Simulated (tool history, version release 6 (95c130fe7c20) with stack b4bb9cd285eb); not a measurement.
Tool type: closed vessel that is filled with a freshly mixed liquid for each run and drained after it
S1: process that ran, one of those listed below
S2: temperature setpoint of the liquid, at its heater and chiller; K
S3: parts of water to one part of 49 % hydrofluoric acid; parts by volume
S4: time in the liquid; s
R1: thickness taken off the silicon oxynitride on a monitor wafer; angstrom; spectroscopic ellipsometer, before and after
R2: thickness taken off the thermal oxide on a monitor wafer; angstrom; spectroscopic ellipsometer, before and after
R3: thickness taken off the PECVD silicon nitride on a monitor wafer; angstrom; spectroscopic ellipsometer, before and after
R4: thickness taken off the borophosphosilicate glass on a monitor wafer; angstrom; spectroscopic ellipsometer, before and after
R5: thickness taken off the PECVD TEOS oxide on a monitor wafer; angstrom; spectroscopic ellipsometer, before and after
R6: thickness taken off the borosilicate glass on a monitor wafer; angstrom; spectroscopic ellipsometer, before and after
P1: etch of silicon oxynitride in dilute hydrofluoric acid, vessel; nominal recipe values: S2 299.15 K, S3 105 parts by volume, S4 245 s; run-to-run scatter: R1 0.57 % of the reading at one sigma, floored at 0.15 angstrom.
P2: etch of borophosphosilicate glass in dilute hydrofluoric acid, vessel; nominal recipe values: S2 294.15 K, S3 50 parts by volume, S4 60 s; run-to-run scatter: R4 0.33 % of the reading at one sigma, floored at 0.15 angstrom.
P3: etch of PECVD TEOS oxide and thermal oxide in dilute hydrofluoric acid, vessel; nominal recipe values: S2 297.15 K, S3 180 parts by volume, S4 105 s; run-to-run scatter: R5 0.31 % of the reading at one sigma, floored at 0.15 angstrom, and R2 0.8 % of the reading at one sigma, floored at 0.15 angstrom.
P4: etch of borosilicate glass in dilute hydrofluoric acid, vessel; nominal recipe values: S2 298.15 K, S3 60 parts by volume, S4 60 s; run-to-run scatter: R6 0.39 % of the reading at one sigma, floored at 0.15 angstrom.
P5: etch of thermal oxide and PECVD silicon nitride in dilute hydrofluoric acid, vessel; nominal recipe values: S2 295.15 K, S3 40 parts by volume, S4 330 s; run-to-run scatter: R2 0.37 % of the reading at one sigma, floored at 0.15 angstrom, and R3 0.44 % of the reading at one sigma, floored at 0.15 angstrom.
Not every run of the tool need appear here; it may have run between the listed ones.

run,day,S1,S2,S3,S4,R1,R2,R3,R4,R5,R6
1,0.138,P1,299.15,105,245,48.1540,,,,,
2,0.279,P1,299.15,105,245,47.2920,,,,,
3,0.500,P5,295.15,40,330,,379.590,225.95,,,
4,0.600,P2,294.15,50,60,,,,740.84,,
5,0.762,P2,294.15,50,30,,,,371.83,,
6,0.892,P3,297.15,180,30,,7.221,,,20.119,
7,1.008,P3,297.15,35,105,,153.480,,,432.270,
8,1.221,P3,297.15,180,105,,25.184,,,70.754,
9,1.362,P3,290.15,180,105,,19.364,,,54.069,
10,1.525,P5,302.15,40,330,,506.560,361.28,,,
11,1.717,P1,299.15,105,30,6.0936,,,,,
12,1.896,P1,299.15,105,420,82.7350,,,,,
13,2.096,P4,298.15,60,30,,,,,,242.94
14,2.262,P2,294.15,20,60,,,,1931.30,,
15,2.400,P1,299.15,185,65,6.6558,,,,,
16,2.567,P4,298.15,60,60,,,,,,486.69
17,2.667,P4,298.15,60,60,,,,,,485.17
18,2.846,P1,299.15,105,245,47.7760,,,,,
19,3.017,P1,291.65,105,245,33.2010,,,,,
20,3.121,P4,306.15,60,60,,,,,,666.73
21,3.304,P1,304.15,105,245,60.5060,,,,,
22,3.462,P1,299.15,160,245,29.7660,,,,,
23,3.625,P1,299.15,60,245,88.2930,,,,,
24,3.762,P5,295.15,40,330,,379.760,229.20,,,
25,3.896,P2,290.15,50,60,,,,624.27,,
26,4.112,P5,295.15,70,330,,207.590,131.14,,,
27,4.317,P1,299.15,105,245,48.3970,,,,,
28,4.542,P4,298.15,20,60,,,,,,1541.50
29,4.762,P5,295.15,40,505,,580.340,348.09,,,
30,4.875,P1,299.15,105,245,48.3350,,,,,
31,5.096,P1,299.15,105,245,49.4260,,,,,
32,5.321,P1,299.15,105,245,50.1220,,,,,
33,5.512,P1,299.15,105,245,50.9720,,,,,
34,5.725,P1,299.15,105,245,50.9900,,,,,
35,5.829,P1,299.15,105,245,51.2470,,,,,
36,5.992,P1,299.15,105,245,51.2620,,,,,
37,6.192,P1,299.15,105,245,50.8580,,,,,
38,6.367,P1,299.15,105,245,51.3940,,,,,

P1 has crept away from where it was. The log is fitted equally well by each of these 2 causes, at the sizes shown:
A: liquid hotter than its thermometer reads (K) = 1.48
B: hydrofluoric acid flow above the setpoint (%) = 6.41
The creep began at about day 4.875.

Of the 4 check runs listed below, each run on one wafer and each result written as a question mark, which would let you distinguish the listed causes because they would give clearly different results?
check 1,6.542,P4,306.15,25,60,,,,,,?
check 2,6.542,P5,300.15,40,330,,?,?,,,
check 3,6.542,P2,294.15,30,30,,,,?,,
check 4,6.542,P3,290.15,35,105,,?,,,?,

If the cause were each of the candidates in turn, the checks would give the following:
check,result,if A,if B
check 1,R6,1794.40,1806.90
check 2,R2,495.390,498.350
check 2,R3,351.14,338.44
check 3,R4,676.14,677.16
check 4,R2,122.360,122.340
check 4,R5,342.570,342.540
Separation of the two closest causes in each check, using whichever result separates them best: check 1 0.7 %; check 2 3.69 %; check 3 0.15 %; check 4 0.01 %
The other checks would show nearly matching results whichever cause is true, so check 2 is the only one that separates the causes.

Check 2 has now been run. It gave: R2 497.640 angstrom; R3 348.42 angstrom. Which of the candidate causes is it?

A is the cause: liquid hotter than its thermometer reads (K).
